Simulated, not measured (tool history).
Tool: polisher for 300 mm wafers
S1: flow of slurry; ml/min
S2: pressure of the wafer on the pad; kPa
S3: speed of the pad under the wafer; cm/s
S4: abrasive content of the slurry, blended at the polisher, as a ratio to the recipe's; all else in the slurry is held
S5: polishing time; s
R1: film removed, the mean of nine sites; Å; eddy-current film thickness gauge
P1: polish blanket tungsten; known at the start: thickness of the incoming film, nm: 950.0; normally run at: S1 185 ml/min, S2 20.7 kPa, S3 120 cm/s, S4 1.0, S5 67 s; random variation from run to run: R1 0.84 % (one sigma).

run,day,S1,S2,S3,S4,S5,R1
1,0.442,185,20.7,120,1.0,67,2503.70
2,0.904,185,20.7,120,1.0,67,2460.00
3,1.338,185,20.7,120,1.0,101,3751.40
4,1.712,185,14.5,58,1.0,67,836.23
5,2.025,185,20.7,120,1.5,67,2691.00
6,2.421,185,13.1,120,1.0,67,1586.20
7,2.908,185,20.7,188,1.0,67,3839.00
8,3.283,185,20.7,120,0.6,67,2197.10
9,3.721,185,20.7,120,1.0,67,2493.80
10,4.108,185,20.7,120,1.0,67,2477.20
11,4.667,110,20.7,120,1.0,67,2292.00
12,5.121,275,20.7,120,1.0,67,2619.40
13,5.662,185,20.7,54,1.0,67,1109.90
14,6.229,185,20.7,120,1.0,67,2481.10
15,6.696,185,20.7,120,1.0,49,1792.40
16,7.221,185,30.3,120,1.0,67,3657.10
17,7.571,185,20.7,120,1.0,67,2504.50
18,8.083,185,20.7,120,1.0,67,2429.40
19,8.550,185,20.7,120,1.0,67,2394.00
20,8.912,185,20.7,120,1.0,67,2369.10
21,9.408,185,20.7,120,1.0,67,2328.90
# day 9.517: worn pad replaced by a new one
# day 9.767: slurry blender recalibrated
22,9.788,185,20.7,120,1.0,67,2331.20
# day 10.175: head pressure recalibrated
23,10.362,185,20.7,120,1.0,67,2317.80
24,10.696,185,20.7,120,1.0,67,2321.90
25,11.225,185,20.7,120,1.0,67,2324.20
26,11.542,185,20.7,120,1.0,67,2330.50
27,12.108,185,20.7,120,1.0,67,2314.80

What P1 gives has crept away from where it was. These 2 causes fit the log equally well, each at the size given:
A: peroxide lost from the slurry, % = 16.7
B: slurry flow missing at the pad, % = 33.7
The creep began at about day 7.571.
Why every other cause is out:
removal rate lost through wear of the pad, %: serviced at day 9.517, which brought nothing back
head's pressure below its setpoint, %: serviced at day 10.175, which brought nothing back
abrasive missing from the slurry, %: serviced at day 9.767, which brought nothing back

4 check runs are offered, each on 2 wafers whose results are averaged, their results left as question marks. Which one tells the causes apart?
check 1,12.675,110,20.7,120,1.00,67,?
check 2,12.675,185,20.7,184,0.80,67,?
check 3,12.675,185,20.7,90,1.35,67,?
check 4,12.675,185,29.6,120,1.00,67,?

What each check would give under each cause:
check,result,if A,if B
check 1,R1,2104.10,2017.50
check 2,R1,3365.70,3365.70
check 3,R1,1863.90,1864.00
check 4,R1,3314.80,3314.80
How far apart the two closest causes lie, in the result that separates them most: check 1 4.21 %; check 2 0 %; check 3 0 %; check 4 0 %
Only check 1 tells the causes apart: in the others they would give nearly the same result.

Check 1 was then run and gave: R1 2016.30 Å. Which cause is it?

It is B: slurry flow missing at the pad, %.
